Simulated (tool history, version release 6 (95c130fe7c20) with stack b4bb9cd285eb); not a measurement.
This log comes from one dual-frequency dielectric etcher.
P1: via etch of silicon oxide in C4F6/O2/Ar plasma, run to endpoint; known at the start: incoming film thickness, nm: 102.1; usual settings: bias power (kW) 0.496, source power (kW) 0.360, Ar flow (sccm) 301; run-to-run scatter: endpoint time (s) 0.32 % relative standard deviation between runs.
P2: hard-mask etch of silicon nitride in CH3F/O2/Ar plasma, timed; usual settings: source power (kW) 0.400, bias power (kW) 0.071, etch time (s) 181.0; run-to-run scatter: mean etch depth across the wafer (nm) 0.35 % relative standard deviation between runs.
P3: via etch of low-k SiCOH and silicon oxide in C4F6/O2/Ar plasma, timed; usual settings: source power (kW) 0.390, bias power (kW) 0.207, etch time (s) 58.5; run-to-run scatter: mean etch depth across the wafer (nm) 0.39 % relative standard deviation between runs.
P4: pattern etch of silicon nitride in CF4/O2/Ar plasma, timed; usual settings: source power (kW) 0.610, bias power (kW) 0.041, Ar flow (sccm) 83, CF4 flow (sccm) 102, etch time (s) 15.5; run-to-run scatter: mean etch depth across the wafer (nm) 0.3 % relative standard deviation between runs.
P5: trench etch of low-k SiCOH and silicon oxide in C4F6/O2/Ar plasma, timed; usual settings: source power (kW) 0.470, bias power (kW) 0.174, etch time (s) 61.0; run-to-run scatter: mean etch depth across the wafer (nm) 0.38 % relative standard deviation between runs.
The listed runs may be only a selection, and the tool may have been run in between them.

run,hour,process that ran,bias power (kW),source power (kW),Ar flow (sccm),etch time (s),CF4 flow (sccm),hours since the last wet clean,hours since the last bias power generator calibration,hours since the last source power generator calibration,hours since the last Ar flow controller change,endpoint time (s),mean etch depth across the wafer (nm)
1,9.5,P1,0.496,0.360,301,,,265.1,1384.7,373.2,1127.5,24.368,
2,20.2,P1,0.496,0.470,301,,,275.8,1395.4,383.9,1138.2,22.239,
3,27.2,P5,0.174,0.330,,61.0,,282.8,1402.4,390.9,1145.2,,178.890
4,32.4,P1,0.320,0.360,301,,,288.0,1407.6,396.1,1150.4,28.629,
5,43.2,P2,0.071,0.400,,247.0,,298.8,1418.4,406.9,1161.2,,176.280
6,48.2,P2,0.071,0.270,,181.0,,303.8,1423.4,411.9,1166.2,,111.320
7,54.8,P4,0.055,0.610,83,15.5,102,310.4,1430.0,418.5,1172.8,,36.076
8,62.4,P5,0.135,0.470,,61.0,,318.0,1437.6,426.1,1180.4,,192.000
9,70.1,P3,0.207,0.310,,58.5,,325.7,1445.3,433.8,1188.1,,145.260
10,76.9,P4,0.041,0.610,83,15.5,102,332.5,1452.1,440.6,1194.9,,32.706
11,87.6,P1,0.496,0.360,301,,,343.2,1462.8,451.3,1205.6,24.585,
12,94.1,P2,0.090,0.400,,181.0,,349.7,1469.3,457.8,1212.1,,139.990
13,103.1,P3,0.207,0.390,,39.0,,358.7,1478.3,466.8,1221.1,,106.390
14,113.8,P4,0.041,0.610,83,15.5,144,369.4,1489.0,477.5,1231.8,,33.935
15,119.9,P5,0.174,0.470,,82.0,,375.5,1495.1,483.6,1237.9,,279.560
16,130.0,P1,0.496,0.360,301,,,385.6,1505.2,493.7,1248.0,24.426,
17,135.7,P5,0.174,0.470,,61.0,,391.3,1510.9,499.4,1253.7,,207.990
18,142.8,P1,0.496,0.360,301,,,398.4,1518.0,506.5,1260.8,24.359,
19,150.2,P4,0.041,0.860,83,15.5,102,405.8,1525.4,513.9,1268.2,,44.217
20,155.2,P1,0.496,0.360,361,,,410.8,1530.4,518.9,1273.2,24.975,
21,159.9,P1,0.608,0.360,384,,,415.5,1535.1,523.6,1277.9,23.304,
22,165.8,P4,0.041,0.610,83,20.0,102,421.4,1541.0,529.5,1283.8,,42.042
23,172.1,P3,0.152,0.390,,58.5,,427.7,1547.3,535.8,1290.1,,145.060
24,179.2,P4,0.041,0.610,83,15.5,102,434.8,1554.4,542.9,1297.2,,32.524
25,187.3,P1,0.496,0.450,393,,,442.9,1562.5,551.0,1305.3,23.104,
26,197.0,P1,0.496,0.360,301,,,452.6,1572.2,560.7,1315.0,24.312,
27,206.3,P1,0.496,0.360,301,,,461.9,1581.5,570.0,1324.3,24.543,
28,212.6,P1,0.496,0.360,207,,,468.2,1587.8,576.3,1330.6,23.497,
29,223.2,P1,0.496,0.240,301,,,478.8,1598.4,586.9,1341.2,28.392,
30,233.7,P3,0.207,0.390,,58.5,,489.3,1608.9,597.4,1351.7,,159.020
31,241.7,P2,0.071,0.400,,181.0,,497.3,1616.9,605.4,1359.7,,128.500
32,247.0,P4,0.041,0.610,49,15.5,102,502.6,1622.2,610.7,1365.0,,34.637
33,253.7,P1,0.496,0.360,301,,,509.3,1628.9,617.4,1371.7,24.511,
34,258.3,P1,0.595,0.360,301,,,513.9,1633.5,622.0,1376.3,22.897,
35,264.1,P5,0.174,0.470,,61.0,,519.7,1639.3,627.8,1382.1,,208.360
36,271.2,P1,0.496,0.360,301,,,526.8,1646.4,634.9,1389.2,24.494,
37,276.7,P1,0.496,0.360,301,,,532.3,1651.9,640.4,1394.7,24.300,
38,282.1,P1,0.496,0.360,301,,,537.7,1657.3,645.8,1400.1,24.202,
39,286.9,P1,0.496,0.360,301,,,542.5,1662.1,650.6,1404.9,24.128,
40,294.4,P1,0.496,0.360,301,,,550.0,1669.6,658.1,1412.4,24.080,
41,300.1,P1,0.496,0.360,301,,,555.7,1675.3,663.8,1418.1,24.099,
# hour 301.3: wet clean of the chamber
# hour 303.3: Ar flow controller replaced
42,308.6,P1,0.496,0.360,301,,,7.4,1683.8,672.3,5.3,24.095,
43,318.3,P1,0.496,0.360,301,,,17.1,1693.5,682.0,15.0,24.059,

What P1 gives has crept off from where it sat before. The 2 causes that follow fit the log equally well, each at the size noted:
A: bias power that arrives over what is set, % = 4.35
B: source power that arrives over what is set, % = 4.45
The drift started at roughly hour 271.2.
Excluded causes, each with its reason:
chamber walls in a state that raises the etch rate, %: maintenance at hour 301.3, after the shift began, did not return the process to its former output
Ar flow that arrives under what is set, %: maintenance at hour 303.3, after the shift began, did not return the process to its former output

Below are 4 check runs, each on a single wafer, with their results shown as question marks. Which of them would tell the listed causes apart, meaning the causes would give clearly different results under it?
check 1,328.0,P2,0.071,0.400,,181.0,,,,,,,?
check 2,328.0,P3,0.207,0.390,,58.5,,,,,,,?
check 3,328.0,P5,0.174,0.470,,61.0,,,,,,,?
check 4,328.0,P4,0.041,0.610,83,15.5,102,,,,,,?

Check results expected under each cause:
check,result,if A,if B
check 1,mean etch depth across the wafer (nm),131.040,131.290
check 2,mean etch depth across the wafer (nm),161.280,161.750
check 3,mean etch depth across the wafer (nm),210.020,210.830
check 4,mean etch depth across the wafer (nm),33.076,33.870
Minimum pairwise separation of causes per check, each pair taken at its best-separating result: check 1 0.19 %; check 2 0.29 %; check 3 0.38 %; check 4 2.37 %
Of the check runs offered, only check 4 discriminates between the causes; the rest would read about the same regardless of which cause applies.

Check 4 was then run and gave: mean etch depth across the wafer (nm) 33.819. Which cause is it?

The correct cause is B, namely: source power that arrives over what is set, %.
